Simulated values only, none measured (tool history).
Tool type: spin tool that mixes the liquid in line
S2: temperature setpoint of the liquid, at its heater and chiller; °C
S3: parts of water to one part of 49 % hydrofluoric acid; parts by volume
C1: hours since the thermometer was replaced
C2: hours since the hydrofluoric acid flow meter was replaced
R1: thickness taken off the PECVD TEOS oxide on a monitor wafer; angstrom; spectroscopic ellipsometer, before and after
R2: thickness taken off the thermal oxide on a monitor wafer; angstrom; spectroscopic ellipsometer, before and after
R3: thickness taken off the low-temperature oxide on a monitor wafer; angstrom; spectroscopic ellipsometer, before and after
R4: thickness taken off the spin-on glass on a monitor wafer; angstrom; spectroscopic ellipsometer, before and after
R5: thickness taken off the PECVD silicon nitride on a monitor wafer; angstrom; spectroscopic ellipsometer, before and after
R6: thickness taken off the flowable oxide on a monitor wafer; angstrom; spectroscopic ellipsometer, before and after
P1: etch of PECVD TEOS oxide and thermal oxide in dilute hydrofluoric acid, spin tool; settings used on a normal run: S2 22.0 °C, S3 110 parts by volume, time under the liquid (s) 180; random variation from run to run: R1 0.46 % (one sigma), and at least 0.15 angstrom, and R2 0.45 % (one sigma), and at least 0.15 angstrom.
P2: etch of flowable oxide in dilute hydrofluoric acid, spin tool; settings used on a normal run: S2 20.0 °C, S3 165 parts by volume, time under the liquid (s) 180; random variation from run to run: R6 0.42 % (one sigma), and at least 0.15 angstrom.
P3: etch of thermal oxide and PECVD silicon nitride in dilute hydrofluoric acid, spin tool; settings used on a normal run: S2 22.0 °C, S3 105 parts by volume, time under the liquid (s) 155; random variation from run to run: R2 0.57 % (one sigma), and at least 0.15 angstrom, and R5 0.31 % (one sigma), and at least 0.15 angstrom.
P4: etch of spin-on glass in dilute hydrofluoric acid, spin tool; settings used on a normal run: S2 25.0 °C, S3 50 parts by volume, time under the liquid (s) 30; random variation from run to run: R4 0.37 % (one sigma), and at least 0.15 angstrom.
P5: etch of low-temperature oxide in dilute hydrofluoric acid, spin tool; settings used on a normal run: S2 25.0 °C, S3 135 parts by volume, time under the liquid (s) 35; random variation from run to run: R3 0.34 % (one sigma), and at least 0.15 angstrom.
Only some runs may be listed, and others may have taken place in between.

run 1 hour=5.3 | process_that_ran=P1 S2=22.0 S3=110 time_under_the_liquid_(s)=180 | C1=1588.4 C2=1048.5 | R1=127.430 R2=73.858
run 2 hour=8.8 | process_that_ran=P1 S2=22.0 S3=110 time_under_the_liquid_(s)=60 | C1=1591.9 C2=1052.0 | R1=42.639 R2=24.402
run 3 hour=14.7 | process_that_ran=P5 S2=25.0 S3=135 time_under_the_liquid_(s)=60 | C1=1597.8 C2=1057.9 | R3=130.850
run 4 hour=22.5 | process_that_ran=P4 S2=25.0 S3=50 time_under_the_liquid_(s)=30 | C1=1605.6 C2=1065.7 | R4=255.71
run 5 hour=29.1 | process_that_ran=P1 S2=22.0 S3=110 time_under_the_liquid_(s)=180 | C1=1612.2 C2=1072.3 | R1=126.410 R2=73.320
run 6 hour=36.1 | process_that_ran=P3 S2=17.0 S3=105 time_under_the_liquid_(s)=155 | C1=1619.2 C2=1079.3 | R2=54.251 R5=52.840
run 7 hour=40.7 | process_that_ran=P1 S2=22.0 S3=110 time_under_the_liquid_(s)=290 | C1=1623.8 C2=1083.9 | R1=204.190 R2=118.140
run 8 hour=46.1 | process_that_ran=P1 S2=22.0 S3=40 time_under_the_liquid_(s)=180 | C1=1629.2 C2=1089.3 | R1=375.520 R2=219.710
run 9 hour=51.9 | process_that_ran=P4 S2=25.0 S3=50 time_under_the_liquid_(s)=15 | C1=1635.0 C2=1095.1 | R4=128.07
run 10 hour=56.4 | process_that_ran=P1 S2=22.0 S3=110 time_under_the_liquid_(s)=180 | C1=1639.5 C2=1099.6 | R1=126.640 R2=73.506
run 11 hour=62.0 | process_that_ran=P2 S2=17.0 S3=165 time_under_the_liquid_(s)=180 | C1=1645.1 C2=1105.2 | R6=280.18
run 12 hour=65.4 | process_that_ran=P1 S2=18.0 S3=110 time_under_the_liquid_(s)=315 | C1=1648.5 C2=1108.6 | R1=188.670 R2=108.530
run 13 hour=70.6 | process_that_ran=P1 S2=22.0 S3=110 time_under_the_liquid_(s)=180 | C1=1653.7 C2=1113.8 | R1=125.760 R2=73.203
run 14 hour=75.0 | process_that_ran=P4 S2=25.0 S3=80 time_under_the_liquid_(s)=30 | C1=1658.1 C2=1118.2 | R4=153.16
run 15 hour=80.2 | process_that_ran=P1 S2=22.0 S3=110 time_under_the_liquid_(s)=180 | C1=1663.3 C2=1123.4 | R1=126.350 R2=73.172
run 16 hour=88.1 | process_that_ran=P1 S2=17.0 S3=110 time_under_the_liquid_(s)=180 | C1=1671.2 C2=1131.3 | R1=102.920 R2=59.619
run 17 hour=95.6 | process_that_ran=P1 S2=29.0 S3=110 time_under_the_liquid_(s)=100 | C1=1678.7 C2=1138.8 | R1=92.800 R2=53.417
run 18 hour=100.8 | process_that_ran=P1 S2=22.0 S3=110 time_under_the_liquid_(s)=180 | C1=1683.9 C2=1144.0 | R1=127.110 R2=74.161
run 19 hour=106.4 | process_that_ran=P2 S2=20.0 S3=285 time_under_the_liquid_(s)=180 | C1=1689.5 C2=1149.6 | R6=163.04
run 20 hour=111.2 | process_that_ran=P1 S2=29.0 S3=110 time_under_the_liquid_(s)=180 | C1=1694.3 C2=1154.4 | R1=165.880 R2=96.786
run 21 hour=115.2 | process_that_ran=P2 S2=20.0 S3=165 time_under_the_liquid_(s)=305 | C1=1698.3 C2=1158.4 | R6=539.52
run 22 hour=119.1 | process_that_ran=P3 S2=22.0 S3=105 time_under_the_liquid_(s)=155 | C1=1702.2 C2=1162.3 | R2=65.851 R5=74.228
run 23 hour=124.7 | process_that_ran=P5 S2=29.0 S3=135 time_under_the_liquid_(s)=35 | C1=1707.8 C2=1167.9 | R3=88.165
run 24 hour=130.4 | process_that_ran=P3 S2=22.0 S3=105 time_under_the_liquid_(s)=80 | C1=1713.5 C2=1173.6 | R2=34.045 R5=38.649
run 25 hour=135.9 | process_that_ran=P5 S2=25.0 S3=135 time_under_the_liquid_(s)=35 | C1=1719.0 C2=1179.1 | R3=76.233
run 26 hour=142.3 | process_that_ran=P1 S2=22.0 S3=185 time_under_the_liquid_(s)=180 | C1=1725.4 C2=1185.5 | R1=69.026 R2=39.913
run 27 hour=149.1 | process_that_ran=P4 S2=25.0 S3=50 time_under_the_liquid_(s)=30 | C1=1732.2 C2=1192.3 | R4=254.43
run 28 hour=154.1 | process_that_ran=P3 S2=22.0 S3=105 time_under_the_liquid_(s)=155 | C1=1737.2 C2=1197.3 | R2=66.408 R5=74.760
run 29 hour=161.3 | process_that_ran=P3 S2=22.0 S3=175 time_under_the_liquid_(s)=155 | C1=1744.4 C2=1204.5 | R2=37.125 R5=45.182
run 30 hour=167.6 | process_that_ran=P4 S2=29.0 S3=50 time_under_the_liquid_(s)=30 | C1=1750.7 C2=1210.8 | R4=300.71
run 31 hour=174.0 | process_that_ran=P5 S2=25.0 S3=20 time_under_the_liquid_(s)=35 | C1=1757.1 C2=1217.2 | R3=597.220
run 32 hour=180.8 | process_that_ran=P1 S2=27.5 S3=40 time_under_the_liquid_(s)=180 | C1=1763.9 C2=1224.0 | R1=474.090 R2=274.020
run 33 hour=186.5 | process_that_ran=P2 S2=20.0 S3=165 time_under_the_liquid_(s)=180 | C1=1769.6 C2=1229.7 | R6=316.23
run 34 hour=190.4 | process_that_ran=P1 S2=22.0 S3=110 time_under_the_liquid_(s)=180 | C1=1773.5 C2=1233.6 | R1=127.060 R2=73.301
run 35 hour=197.0 | process_that_ran=P1 S2=22.0 S3=110 time_under_the_liquid_(s)=180 | C1=1780.1 C2=1240.2 | R1=130.970 R2=75.067
run 36 hour=202.1 | process_that_ran=P1 S2=22.0 S3=110 time_under_the_liquid_(s)=180 | C1=1785.2 C2=1245.3 | R1=133.090 R2=77.769
run 37 hour=208.9 | process_that_ran=P1 S2=22.0 S3=110 time_under_the_liquid_(s)=180 | C1=1792.0 C2=1252.1 | R1=135.570 R2=78.384
run 38 hour=214.8 | process_that_ran=P1 S2=22.0 S3=110 time_under_the_liquid_(s)=180 | C1=1797.9 C2=1258.0 | R1=136.210 R2=79.444
run 39 hour=222.5 | process_that_ran=P1 S2=22.0 S3=110 time_under_the_liquid_(s)=180 | C1=1805.6 C2=1265.7 | R1=138.540 R2=79.903
run 40 hour=227.4 | process_that_ran=P1 S2=22.0 S3=110 time_under_the_liquid_(s)=180 | C1=1810.5 C2=1270.6 | R1=138.570 R2=80.588
run 41 hour=233.4 | process_that_ran=P1 S2=22.0 S3=110 time_under_the_liquid_(s)=180 | C1=1816.5 C2=1276.6 | R1=138.440 R2=79.792
run 42 hour=239.9 | process_that_ran=P1 S2=22.0 S3=110 time_under_the_liquid_(s)=180 | C1=1823.0 C2=1283.1 | R1=139.670 R2=80.006

P1 no longer gives what it gave before; its output has crept away from where it was. The following 2 causes, each at its listed size, fit the log equally well:
A: hydrofluoric acid flow above the setpoint (%) = 8.15
B: liquid hotter than its thermometer reads (K) = 2.22
Creep in the process output first set in at about hour 190.4.

Consider the 4 single-wafer check runs listed below, results given as question marks: which one distinguishes between the causes by giving clearly different results for each?
run check 1 hour=246.4 | process_that_ran=P4 S2=28.5 S3=70 time_under_the_liquid_(s)=30 | R4=?
run check 2 hour=246.4 | process_that_ran=P2 S2=17.0 S3=165 time_under_the_liquid_(s)=285 | R6=?
run check 3 hour=246.4 | process_that_ran=P3 S2=18.5 S3=105 time_under_the_liquid_(s)=155 | R2=? R5=?
run check 4 hour=246.4 | process_that_ran=P5 S2=25.0 S3=135 time_under_the_liquid_(s)=60 | R3=?

Predicted outcomes, by check and by cause:
check=check_1 result=R4 if_A=222.78 if_B=222.72
check=check_2 result=R6 if_A=486.66 if_B=486.18
check=check_3 result=R2 if_A=62.509 if_B=62.783
check=check_3 result=R5 if_A=63.340 if_B=68.287
check=check_4 result=R3 if_A=143.530 if_B=142.600
Smallest distance between any two causes, each pair judged by its most separating result, in per cent: check 1 0.03 %; check 2 0.1 %; check 3 7.52 %; check 4 0.66 %
Of the check runs offered, only check 3 discriminates between the causes; the rest would read about the same regardless of which cause applies.

With check 3 done, the readings were: R2 63.076 angstrom; R5 67.944 angstrom. Identify which of the listed causes applies.

The cause is B: liquid hotter than its thermometer reads (K).

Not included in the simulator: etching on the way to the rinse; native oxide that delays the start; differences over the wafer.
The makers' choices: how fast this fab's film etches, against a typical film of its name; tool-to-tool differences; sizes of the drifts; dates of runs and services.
